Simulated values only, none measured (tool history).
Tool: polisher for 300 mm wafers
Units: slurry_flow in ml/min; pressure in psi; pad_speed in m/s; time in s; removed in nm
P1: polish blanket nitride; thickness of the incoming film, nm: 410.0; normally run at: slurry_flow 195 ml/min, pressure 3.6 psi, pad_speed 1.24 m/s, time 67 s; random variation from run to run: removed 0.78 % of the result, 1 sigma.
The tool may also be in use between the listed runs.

run	hour	slurry_flow	pressure	pad_speed	time	wafers polished on this pad	hours since the slurry nozzle was cleaned	hours since the head pressure was calibrated	removed
1	8.8	195	3.6	1.24	67	616	247.3	181.6	123.360
2	15.7	195	3.6	1.24	96	696	254.2	188.5	176.570
3	21.2	195	1.6	1.24	67	760	259.7	194.0	53.966
4	28.3	195	3.6	1.82	91	843	266.8	201.1	225.900
5	37.3	195	5.7	1.24	67	947	275.8	210.1	193.480
6	48.3	115	3.6	1.24	67	1075	286.8	221.1	112.570
7	59.6	195	3.6	1.24	67	1207	298.1	232.4	123.520
8	68.3	195	3.6	1.90	67	1308	306.8	241.1	172.560
9	74.2	195	3.6	1.24	67	1376	312.7	247.0	123.270
10	80.6	265	1.8	1.24	67	1451	319.1	253.4	63.211
# hour 83.2: slurry nozzle cleaned
11	88.0	195	3.6	1.24	67	1537	4.9	260.8	120.000
12	97.9	280	3.6	1.24	67	1652	14.8	270.7	129.050
13	105.0	195	3.6	0.68	67	1734	21.9	277.8	74.261
14	116.0	295	3.6	1.24	35	1862	32.9	288.8	66.976
15	122.1	195	3.6	1.24	36	1933	39.0	294.9	66.500
16	133.0	195	3.6	1.24	67	2059	49.9	305.8	123.100
17	141.3	195	3.6	1.24	67	2156	58.2	314.1	120.090
18	151.5	195	3.6	1.24	67	2274	68.4	324.3	118.380
19	156.7	195	3.6	1.24	67	2335	73.6	329.5	115.480
20	162.8	195	3.6	1.24	67	2406	79.7	335.6	114.860
# hour 170.1: head pressure recalibrated
21	171.0	195	3.6	1.24	67	2501	87.9	0.9	115.630
22	180.5	195	3.6	1.24	67	2611	97.4	10.4	114.370
23	192.1	195	3.6	1.24	67	2746	109.0	22.0	114.460
24	202.5	195	3.6	1.24	67	2867	119.4	32.4	112.180
25	213.6	195	3.6	1.24	67	2996	130.5	43.5	112.820

What P1 gives has crept away from where it was. These 2 causes fit the log equally well, each at the size given:
A: removal rate lost through wear of the pad, % = 7.96
B: slurry flow missing at the pad, % = 38.5
The creep began at about hour 133.0.
Why every other cause is out:
head's pressure below its setpoint, %: serviced at hour 170.1, which brought nothing back

4 check runs are offered, each on 2 wafers whose results are averaged, their results left as question marks. Which one tells the causes apart?
check 1	224.7	195	3.6	1.88	67				?
check 2	224.7	125	4.7	1.24	67				?
check 3	224.7	195	1.9	1.24	37				?
check 4	224.7	195	3.6	1.86	67				?

What each check would give under each cause:
check	result	if A	if B
check 1	removed	157.250	157.270
check 2	removed	136.630	131.190
check 3	removed	32.854	32.857
check 4	removed	155.910	155.930
How far apart the two closest causes lie, in the result that separates them most: check 1 0.01 %; check 2 4.07 %; check 3 0.01 %; check 4 0.01 %
Check 2 tells the causes apart: in the others they would give nearly the same result.

Then check 2 was run and gave: removed 131.680 nm. Which cause is it?

It is B: slurry flow missing at the pad, %.
